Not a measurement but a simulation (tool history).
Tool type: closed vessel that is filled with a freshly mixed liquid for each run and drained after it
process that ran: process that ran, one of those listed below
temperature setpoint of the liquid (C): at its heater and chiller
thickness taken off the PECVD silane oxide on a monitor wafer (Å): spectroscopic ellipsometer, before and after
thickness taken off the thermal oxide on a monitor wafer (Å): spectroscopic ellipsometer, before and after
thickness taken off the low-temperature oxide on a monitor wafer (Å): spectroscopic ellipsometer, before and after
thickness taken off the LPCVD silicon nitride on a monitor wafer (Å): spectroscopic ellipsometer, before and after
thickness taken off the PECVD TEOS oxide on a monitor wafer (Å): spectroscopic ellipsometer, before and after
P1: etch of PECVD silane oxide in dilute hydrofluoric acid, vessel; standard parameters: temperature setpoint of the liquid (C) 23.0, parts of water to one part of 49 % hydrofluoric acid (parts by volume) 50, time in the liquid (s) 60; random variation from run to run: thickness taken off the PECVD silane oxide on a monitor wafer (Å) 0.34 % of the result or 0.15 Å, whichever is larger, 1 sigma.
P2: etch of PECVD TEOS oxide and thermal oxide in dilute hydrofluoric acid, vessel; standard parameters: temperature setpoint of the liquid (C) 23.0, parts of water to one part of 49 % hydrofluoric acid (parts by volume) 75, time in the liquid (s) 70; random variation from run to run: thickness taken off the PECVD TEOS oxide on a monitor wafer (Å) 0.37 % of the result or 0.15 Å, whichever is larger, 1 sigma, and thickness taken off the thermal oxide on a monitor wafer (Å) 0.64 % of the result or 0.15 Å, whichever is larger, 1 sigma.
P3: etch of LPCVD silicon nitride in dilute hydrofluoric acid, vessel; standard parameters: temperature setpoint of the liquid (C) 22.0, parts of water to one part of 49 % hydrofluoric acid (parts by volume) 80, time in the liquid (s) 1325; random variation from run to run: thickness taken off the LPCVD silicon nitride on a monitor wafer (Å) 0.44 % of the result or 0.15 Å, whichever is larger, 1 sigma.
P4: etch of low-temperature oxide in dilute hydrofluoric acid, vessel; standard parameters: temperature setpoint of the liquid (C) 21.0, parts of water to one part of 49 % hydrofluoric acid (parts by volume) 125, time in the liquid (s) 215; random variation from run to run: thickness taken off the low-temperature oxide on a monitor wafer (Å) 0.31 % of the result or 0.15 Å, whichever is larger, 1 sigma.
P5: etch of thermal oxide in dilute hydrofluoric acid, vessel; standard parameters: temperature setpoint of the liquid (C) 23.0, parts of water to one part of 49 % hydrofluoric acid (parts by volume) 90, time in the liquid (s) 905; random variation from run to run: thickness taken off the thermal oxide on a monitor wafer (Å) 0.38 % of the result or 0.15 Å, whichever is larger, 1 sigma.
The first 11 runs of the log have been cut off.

run,day,process that ran,temperature setpoint of the liquid (C),parts of water to one part of 49 % hydrofluoric acid (parts by volume),time in the liquid (s),thickness taken off the PECVD silane oxide on a monitor wafer (Å),thickness taken off the thermal oxide on a monitor wafer (Å),thickness taken off the low-temperature oxide on a monitor wafer (Å),thickness taken off the LPCVD silicon nitride on a monitor wafer (Å),thickness taken off the PECVD TEOS oxide on a monitor wafer (Å)
12,3.412,P5,23.0,140,905,,285.700,,,
13,3.704,P2,19.0,75,70,,35.918,,,66.279
14,4.054,P3,28.0,80,1325,,,,103.6400,
15,4.392,P4,21.0,125,215,,,297.02,,
16,4.738,P4,21.0,125,410,,,565.83,,
17,5.046,P5,23.0,90,905,,469.400,,,
# day 5.096: hydrofluoric acid flow meter replaced
18,5.250,P5,28.5,90,905,,583.880,,,
19,5.438,P4,21.0,40,215,,,1025.50,,
20,5.642,P1,23.0,50,30,174.10,,,,
21,6.017,P1,23.0,50,60,349.77,,,,
22,6.292,P4,17.0,125,215,,,252.58,,
23,6.492,P3,22.0,80,150,,,,7.9037,
24,6.725,P1,23.0,50,60,350.96,,,,
25,6.958,P2,23.0,125,70,,23.368,,,44.189
26,7.233,P2,23.0,75,130,,78.116,,,145.170
27,7.438,P1,23.0,50,95,552.49,,,,
28,7.633,P1,17.0,50,60,270.37,,,,
29,7.967,P1,31.0,50,60,479.86,,,,
30,8.192,P1,23.0,50,60,349.03,,,,
31,8.575,P1,23.0,50,60,361.59,,,,
32,8.912,P1,23.0,50,60,365.40,,,,
33,9.175,P1,23.0,50,60,370.69,,,,
34,9.458,P1,23.0,50,60,370.20,,,,

Estimate the outcome of run 35 from the log above:
35,9.633,P1,23.0,50,60,?,,,,

{"run 35": {"thickness taken off the PECVD silane oxide on a monitor wafer (Å)": 372.21}}
